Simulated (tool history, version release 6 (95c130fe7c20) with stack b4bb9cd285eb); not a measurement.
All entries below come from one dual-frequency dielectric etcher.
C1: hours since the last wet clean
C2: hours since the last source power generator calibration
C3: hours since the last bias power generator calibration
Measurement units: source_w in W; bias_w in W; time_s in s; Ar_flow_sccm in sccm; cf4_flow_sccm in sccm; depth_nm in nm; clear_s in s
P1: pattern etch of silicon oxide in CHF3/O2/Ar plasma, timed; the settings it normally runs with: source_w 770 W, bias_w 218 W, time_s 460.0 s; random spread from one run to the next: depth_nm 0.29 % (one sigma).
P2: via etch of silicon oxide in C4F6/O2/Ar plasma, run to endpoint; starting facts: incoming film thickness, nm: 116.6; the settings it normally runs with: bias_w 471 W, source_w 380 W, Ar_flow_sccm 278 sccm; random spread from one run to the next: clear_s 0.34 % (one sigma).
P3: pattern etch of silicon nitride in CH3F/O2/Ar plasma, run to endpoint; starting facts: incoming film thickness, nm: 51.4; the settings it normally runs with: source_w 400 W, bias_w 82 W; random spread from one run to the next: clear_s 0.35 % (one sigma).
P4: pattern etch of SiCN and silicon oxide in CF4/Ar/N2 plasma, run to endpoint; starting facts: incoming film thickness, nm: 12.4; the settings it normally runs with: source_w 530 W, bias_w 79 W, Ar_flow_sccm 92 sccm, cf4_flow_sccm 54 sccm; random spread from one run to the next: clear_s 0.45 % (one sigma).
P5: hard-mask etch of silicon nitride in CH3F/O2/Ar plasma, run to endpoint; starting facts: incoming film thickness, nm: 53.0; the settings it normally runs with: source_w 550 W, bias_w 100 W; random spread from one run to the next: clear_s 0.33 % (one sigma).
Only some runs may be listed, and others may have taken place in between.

run 1 hour=5.0 | process=P1 source_w=770 bias_w=218 time_s=460.0 | C1=143.8 C2=2726.5 C3=1241.9 | depth_nm=1085.50
run 2 hour=11.9 | process=P1 source_w=930 bias_w=171 time_s=460.0 | C1=150.7 C2=2733.4 C3=1248.8 | depth_nm=1069.20
run 3 hour=16.2 | process=P2 source_w=380 bias_w=471 Ar_flow_sccm=278 | C1=155.0 C2=2737.7 C3=1253.1 | clear_s=26.806
run 4 hour=21.6 | process=P4 source_w=350 bias_w=79 Ar_flow_sccm=92 cf4_flow_sccm=54 | C1=160.4 C2=2743.1 C3=1258.5 | clear_s=17.733
run 5 hour=27.8 | process=P3 source_w=400 bias_w=110 | C1=166.6 C2=2749.3 C3=1264.7 | clear_s=64.268
run 6 hour=34.1 | process=P4 source_w=530 bias_w=79 Ar_flow_sccm=92 cf4_flow_sccm=54 | C1=172.9 C2=2755.6 C3=1271.0 | clear_s=12.432
run 7 hour=40.7 | process=P2 source_w=470 bias_w=471 Ar_flow_sccm=278 | C1=179.5 C2=2762.2 C3=1277.6 | clear_s=24.865
run 8 hour=47.8 | process=P5 source_w=370 bias_w=100 | C1=186.6 C2=2769.3 C3=1284.7 | clear_s=69.329
run 9 hour=51.3 | process=P1 source_w=770 bias_w=218 time_s=562.5 | C1=190.1 C2=2772.8 C3=1288.2 | depth_nm=1321.00
run 10 hour=55.7 | process=P1 source_w=770 bias_w=218 time_s=271.0 | C1=194.5 C2=2777.2 C3=1292.6 | depth_nm=638.23
run 11 hour=62.6 | process=P1 source_w=540 bias_w=218 time_s=460.0 | C1=201.4 C2=2784.1 C3=1299.5 | depth_nm=947.31
run 12 hour=69.6 | process=P3 source_w=400 bias_w=82 | C1=208.4 C2=2791.1 C3=1306.5 | clear_s=71.213
-- hour=70.1 source power generator calibrated
run 13 hour=73.6 | process=P5 source_w=550 bias_w=100 | C1=212.4 C2=3.5 C3=1310.5 | clear_s=59.629
run 14 hour=80.2 | process=P4 source_w=530 bias_w=79 Ar_flow_sccm=62 cf4_flow_sccm=54 | C1=219.0 C2=10.1 C3=1317.1 | clear_s=11.696
run 15 hour=85.0 | process=P1 source_w=1030 bias_w=218 time_s=460.0 | C1=223.8 C2=14.9 C3=1321.9 | depth_nm=1204.90
run 16 hour=88.6 | process=P3 source_w=530 bias_w=82 | C1=227.4 C2=18.5 C3=1325.5 | clear_s=63.830
run 17 hour=95.0 | process=P1 source_w=770 bias_w=279 time_s=460.0 | C1=233.8 C2=24.9 C3=1331.9 | depth_nm=1183.60
run 18 hour=100.8 | process=P5 source_w=550 bias_w=64 | C1=239.6 C2=30.7 C3=1337.7 | clear_s=69.550
run 19 hour=105.4 | process=P4 source_w=530 bias_w=79 Ar_flow_sccm=92 cf4_flow_sccm=54 | C1=244.2 C2=35.3 C3=1342.3 | clear_s=12.477
run 20 hour=109.6 | process=P1 source_w=770 bias_w=218 time_s=460.0 | C1=248.4 C2=39.5 C3=1346.5 | depth_nm=1077.50
run 21 hour=116.4 | process=P1 source_w=770 bias_w=218 time_s=460.0 | C1=255.2 C2=46.3 C3=1353.3 | depth_nm=1082.00
run 22 hour=121.7 | process=P4 source_w=530 bias_w=79 Ar_flow_sccm=92 cf4_flow_sccm=75 | C1=260.5 C2=51.6 C3=1358.6 | clear_s=11.908
run 23 hour=128.7 | process=P1 source_w=770 bias_w=218 time_s=460.0 | C1=267.5 C2=58.6 C3=1365.6 | depth_nm=1079.20
run 24 hour=135.0 | process=P4 source_w=530 bias_w=48 Ar_flow_sccm=92 cf4_flow_sccm=54 | C1=273.8 C2=64.9 C3=1371.9 | clear_s=14.626
run 25 hour=140.1 | process=P1 source_w=770 bias_w=218 time_s=460.0 | C1=278.9 C2=70.0 C3=1377.0 | depth_nm=1084.30
run 26 hour=145.4 | process=P5 source_w=550 bias_w=100 | C1=284.2 C2=75.3 C3=1382.3 | clear_s=60.121
run 27 hour=150.6 | process=P1 source_w=920 bias_w=218 time_s=346.5 | C1=289.4 C2=80.5 C3=1387.5 | depth_nm=871.53
run 28 hour=157.7 | process=P2 source_w=380 bias_w=471 Ar_flow_sccm=278 | C1=296.5 C2=87.6 C3=1394.6 | clear_s=26.942
run 29 hour=161.6 | process=P1 source_w=770 bias_w=218 time_s=460.0 | C1=300.4 C2=91.5 C3=1398.5 | depth_nm=1078.70
run 30 hour=167.0 | process=P1 source_w=590 bias_w=218 time_s=637.0 | C1=305.8 C2=96.9 C3=1403.9 | depth_nm=1348.60
-- hour=168.7 wet clean of the chamber
run 31 hour=173.3 | process=P3 source_w=400 bias_w=82 | C1=4.6 C2=103.2 C3=1410.2 | clear_s=71.619
run 32 hour=178.9 | process=P2 source_w=380 bias_w=471 Ar_flow_sccm=378 | C1=10.2 C2=108.8 C3=1415.8 | clear_s=27.782
run 33 hour=185.4 | process=P1 source_w=770 bias_w=162 time_s=460.0 | C1=16.7 C2=115.3 C3=1422.3 | depth_nm=977.40
run 34 hour=191.2 | process=P2 source_w=380 bias_w=639 Ar_flow_sccm=278 | C1=22.5 C2=121.1 C3=1428.1 | clear_s=23.862
run 35 hour=198.5 | process=P1 source_w=770 bias_w=218 time_s=460.0 | C1=29.8 C2=128.4 C3=1435.4 | depth_nm=1085.70
run 36 hour=205.4 | process=P1 source_w=770 bias_w=218 time_s=460.0 | C1=36.7 C2=135.3 C3=1442.3 | depth_nm=1074.70
run 37 hour=212.0 | process=P1 source_w=770 bias_w=218 time_s=460.0 | C1=43.3 C2=141.9 C3=1448.9 | depth_nm=1063.80
run 38 hour=216.5 | process=P1 source_w=770 bias_w=218 time_s=460.0 | C1=47.8 C2=146.4 C3=1453.4 | depth_nm=1075.30
-- hour=220.7 wet clean of the chamber
run 39 hour=221.5 | process=P1 source_w=770 bias_w=218 time_s=460.0 | C1=0.9 C2=151.4 C3=1458.4 | depth_nm=1066.10
run 40 hour=226.0 | process=P1 source_w=770 bias_w=218 time_s=460.0 | C1=5.4 C2=155.9 C3=1462.9 | depth_nm=1070.60
run 41 hour=232.7 | process=P1 source_w=770 bias_w=218 time_s=460.0 | C1=12.1 C2=162.6 C3=1469.6 | depth_nm=1069.20

P1 no longer gives what it gave before; its output has crept away from where it was. The following 2 causes, each at its listed size, fit the log equally well:
A: bias power that arrives under what is set, % = 4.11
B: source power that arrives under what is set, % = 3.7
The process output started creeping at around hour 198.5.
Each remaining cause and why it is not a fit:
chamber walls in a state that lowers the etch rate, %: work on it at hour 220.7, done after the drift set in, did not restore what the process gave before

You are offered 4 check runs, listed below with question marks in place of their results; each one averages 3 wafers. Which run separates the listed causes by giving clearly different results for each?
run check 1 hour=239.4 | process=P4 source_w=410 bias_w=50 Ar_flow_sccm=92 cf4_flow_sccm=54 | clear_s=?
run check 2 hour=239.4 | process=P5 source_w=460 bias_w=79 | clear_s=?
run check 3 hour=239.4 | process=P2 source_w=380 bias_w=634 Ar_flow_sccm=366 | clear_s=?
run check 4 hour=239.4 | process=P3 source_w=480 bias_w=107 | clear_s=?

How each check would come out, cause by cause:
check=check_1 result=clear_s if_A=18.347 if_B=18.718
check=check_2 result=clear_s if_A=70.457 if_B=70.443
check=check_3 result=clear_s if_A=25.101 if_B=25.039
check=check_4 result=clear_s if_A=61.481 if_B=61.399
How far apart the two closest causes lie, in the result that separates them most: check 1 2 %; check 2 0.02 %; check 3 0.25 %; check 4 0.13 %
Only check 1 tells the causes apart: in the others they would give nearly the same result.

Here is what check 1 returned: clear_s 18.707 s. Which cause is it?

It is B: source power that arrives under what is set, %.

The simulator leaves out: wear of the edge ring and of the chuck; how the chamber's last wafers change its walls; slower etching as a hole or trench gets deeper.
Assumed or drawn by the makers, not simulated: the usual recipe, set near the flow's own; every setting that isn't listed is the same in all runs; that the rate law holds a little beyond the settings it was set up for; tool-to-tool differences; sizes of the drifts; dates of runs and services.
